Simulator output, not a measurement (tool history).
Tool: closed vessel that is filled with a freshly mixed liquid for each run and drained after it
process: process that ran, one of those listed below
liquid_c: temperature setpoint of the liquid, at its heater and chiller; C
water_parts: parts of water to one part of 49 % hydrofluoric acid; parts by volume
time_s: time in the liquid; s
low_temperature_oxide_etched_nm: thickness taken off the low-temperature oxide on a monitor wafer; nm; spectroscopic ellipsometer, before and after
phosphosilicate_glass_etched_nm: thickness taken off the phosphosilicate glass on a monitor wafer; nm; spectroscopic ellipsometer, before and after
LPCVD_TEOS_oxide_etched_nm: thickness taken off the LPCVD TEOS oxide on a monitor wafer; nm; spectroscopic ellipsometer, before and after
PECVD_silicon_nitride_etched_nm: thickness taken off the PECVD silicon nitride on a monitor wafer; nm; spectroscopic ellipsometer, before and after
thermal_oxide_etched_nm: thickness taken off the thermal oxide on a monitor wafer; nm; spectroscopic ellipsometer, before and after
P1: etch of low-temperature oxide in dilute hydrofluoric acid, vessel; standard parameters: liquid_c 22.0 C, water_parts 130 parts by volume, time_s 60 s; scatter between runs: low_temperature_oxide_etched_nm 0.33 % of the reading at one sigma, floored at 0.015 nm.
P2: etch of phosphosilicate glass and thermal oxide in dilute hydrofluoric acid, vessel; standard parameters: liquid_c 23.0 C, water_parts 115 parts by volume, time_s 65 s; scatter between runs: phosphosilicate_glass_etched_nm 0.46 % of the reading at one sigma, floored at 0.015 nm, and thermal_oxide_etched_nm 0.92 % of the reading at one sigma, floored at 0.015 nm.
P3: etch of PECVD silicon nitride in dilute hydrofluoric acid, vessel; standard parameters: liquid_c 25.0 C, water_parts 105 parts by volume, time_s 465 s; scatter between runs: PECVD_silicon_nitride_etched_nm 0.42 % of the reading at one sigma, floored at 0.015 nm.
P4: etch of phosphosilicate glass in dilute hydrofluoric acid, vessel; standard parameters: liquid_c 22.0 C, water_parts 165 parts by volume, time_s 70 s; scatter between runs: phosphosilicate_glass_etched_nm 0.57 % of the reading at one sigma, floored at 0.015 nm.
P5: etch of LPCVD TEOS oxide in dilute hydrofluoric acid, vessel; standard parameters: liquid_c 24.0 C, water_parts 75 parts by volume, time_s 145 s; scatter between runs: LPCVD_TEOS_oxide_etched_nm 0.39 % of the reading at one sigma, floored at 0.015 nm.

run,hour,process,liquid_c,water_parts,time_s,low_temperature_oxide_etched_nm,phosphosilicate_glass_etched_nm,LPCVD_TEOS_oxide_etched_nm,PECVD_silicon_nitride_etched_nm,thermal_oxide_etched_nm
1,9.2,P1,22.0,130,60,12.3000,,,,
2,22.2,P1,22.0,130,30,6.2196,,,,
3,34.1,P1,22.0,130,115,23.6870,,,,
4,43.6,P1,29.5,130,60,16.4530,,,,
5,61.1,P1,22.0,55,60,31.8370,,,,
6,69.8,P4,22.0,165,70,,40.037,,,
7,87.3,P1,22.0,200,60,7.4797,,,,
8,97.0,P5,24.0,75,145,,,51.988,,
9,106.1,P5,29.5,75,145,,,64.716,,
10,114.9,P1,22.0,130,60,12.3790,,,,
11,127.9,P1,22.0,130,60,12.3540,,,,
12,139.3,P1,27.0,130,30,7.4781,,,,
13,150.8,P4,22.0,290,70,,20.224,,,
14,164.1,P1,26.0,40,60,52.7010,,,,
15,176.9,P5,24.0,75,220,,,78.778,,
16,190.1,P1,22.0,130,60,12.4780,,,,
17,206.6,P3,25.0,60,465,,,,14.0200,
18,223.3,P2,23.0,115,65,,31.829,,,2.5385
19,231.4,P2,23.0,115,30,,14.716,,,1.1335
20,241.8,P3,32.5,105,465,,,,12.9670,
21,251.0,P5,24.0,125,145,,,29.465,,
22,266.0,P1,22.0,130,60,12.3340,,,,
23,280.5,P2,30.0,115,65,,41.909,,,3.3446
24,291.3,P3,25.0,105,830,,,,14.3030,
25,304.9,P2,23.0,115,65,,32.113,,,2.4954
26,316.4,P3,25.0,105,465,,,,8.0768,
27,329.1,P5,24.0,75,145,,,52.242,,
28,345.5,P4,17.0,165,70,,33.016,,,

Run 29 is up next; what results do you expect?
29,357.5,P1,26.5,25,60,?,,,,

{"run 29": {"low_temperature_oxide_etched_nm": 87.869}}

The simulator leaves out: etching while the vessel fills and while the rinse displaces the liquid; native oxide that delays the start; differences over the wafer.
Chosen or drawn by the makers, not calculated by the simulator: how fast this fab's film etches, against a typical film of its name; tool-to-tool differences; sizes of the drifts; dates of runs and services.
